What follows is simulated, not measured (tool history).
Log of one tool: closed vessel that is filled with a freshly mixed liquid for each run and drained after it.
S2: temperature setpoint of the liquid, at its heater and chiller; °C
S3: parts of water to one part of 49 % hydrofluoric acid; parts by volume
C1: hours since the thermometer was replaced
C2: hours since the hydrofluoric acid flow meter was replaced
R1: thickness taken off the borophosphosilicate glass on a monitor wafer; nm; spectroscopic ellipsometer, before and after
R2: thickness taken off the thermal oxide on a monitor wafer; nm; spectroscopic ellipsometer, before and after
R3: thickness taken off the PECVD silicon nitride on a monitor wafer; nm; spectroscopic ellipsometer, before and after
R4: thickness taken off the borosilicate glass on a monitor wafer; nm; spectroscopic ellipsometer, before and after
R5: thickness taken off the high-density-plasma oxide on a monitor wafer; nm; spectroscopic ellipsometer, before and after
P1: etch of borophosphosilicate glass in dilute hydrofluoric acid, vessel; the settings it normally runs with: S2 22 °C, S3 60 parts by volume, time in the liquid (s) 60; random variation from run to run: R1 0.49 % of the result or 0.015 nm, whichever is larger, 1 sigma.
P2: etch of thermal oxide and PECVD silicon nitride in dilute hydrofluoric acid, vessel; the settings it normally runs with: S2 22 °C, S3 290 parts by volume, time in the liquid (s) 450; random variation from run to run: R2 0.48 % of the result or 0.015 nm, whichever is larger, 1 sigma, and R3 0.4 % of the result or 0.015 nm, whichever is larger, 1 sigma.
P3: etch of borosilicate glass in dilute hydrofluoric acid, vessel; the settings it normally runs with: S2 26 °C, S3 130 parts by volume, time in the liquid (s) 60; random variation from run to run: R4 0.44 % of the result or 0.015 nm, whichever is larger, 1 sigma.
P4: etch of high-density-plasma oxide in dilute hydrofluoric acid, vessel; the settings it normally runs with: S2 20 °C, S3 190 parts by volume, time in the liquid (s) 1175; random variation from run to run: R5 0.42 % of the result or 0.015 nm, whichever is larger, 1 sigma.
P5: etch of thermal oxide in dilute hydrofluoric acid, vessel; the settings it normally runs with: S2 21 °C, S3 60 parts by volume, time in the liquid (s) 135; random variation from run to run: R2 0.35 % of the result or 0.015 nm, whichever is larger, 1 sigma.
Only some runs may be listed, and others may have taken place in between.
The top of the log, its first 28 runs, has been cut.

run 29 hour=232.6 | process_that_ran=P5 S2=25 S3=60 time_in_the_liquid_(s)=135 | C1=914.3 C2=955.8 | R2=11.5040
run 30 hour=241.3 | process_that_ran=P1 S2=22 S3=60 time_in_the_liquid_(s)=60 | C1=923.0 C2=964.5 | R1=62.329
run 31 hour=247.7 | process_that_ran=P1 S2=22 S3=60 time_in_the_liquid_(s)=60 | C1=929.4 C2=970.9 | R1=61.623
run 32 hour=254.7 | process_that_ran=P1 S2=22 S3=60 time_in_the_liquid_(s)=60 | C1=936.4 C2=977.9 | R1=60.112
run 33 hour=266.2 | process_that_ran=P1 S2=22 S3=60 time_in_the_liquid_(s)=60 | C1=947.9 C2=989.4 | R1=59.381
run 34 hour=274.7 | process_that_ran=P1 S2=22 S3=60 time_in_the_liquid_(s)=60 | C1=956.4 C2=997.9 | R1=60.068
run 35 hour=284.1 | process_that_ran=P1 S2=22 S3=60 time_in_the_liquid_(s)=60 | C1=965.8 C2=1007.3 | R1=59.182
run 36 hour=290.0 | process_that_ran=P1 S2=22 S3=60 time_in_the_liquid_(s)=60 | C1=971.7 C2=1013.2 | R1=58.902
run 37 hour=296.7 | process_that_ran=P1 S2=22 S3=60 time_in_the_liquid_(s)=60 | C1=978.4 C2=1019.9 | R1=58.428
run 38 hour=307.7 | process_that_ran=P1 S2=22 S3=60 time_in_the_liquid_(s)=60 | C1=989.4 C2=1030.9 | R1=58.175
run 39 hour=316.5 | process_that_ran=P1 S2=22 S3=60 time_in_the_liquid_(s)=60 | C1=998.2 C2=1039.7 | R1=58.367

Predict the results of run 40:
run 40 hour=321.8 | process_that_ran=P1 S2=22 S3=60 time_in_the_liquid_(s)=60 | C1=1003.5 C2=1045.0 | R1=?

Run 40 produced R1 58.815 nm.
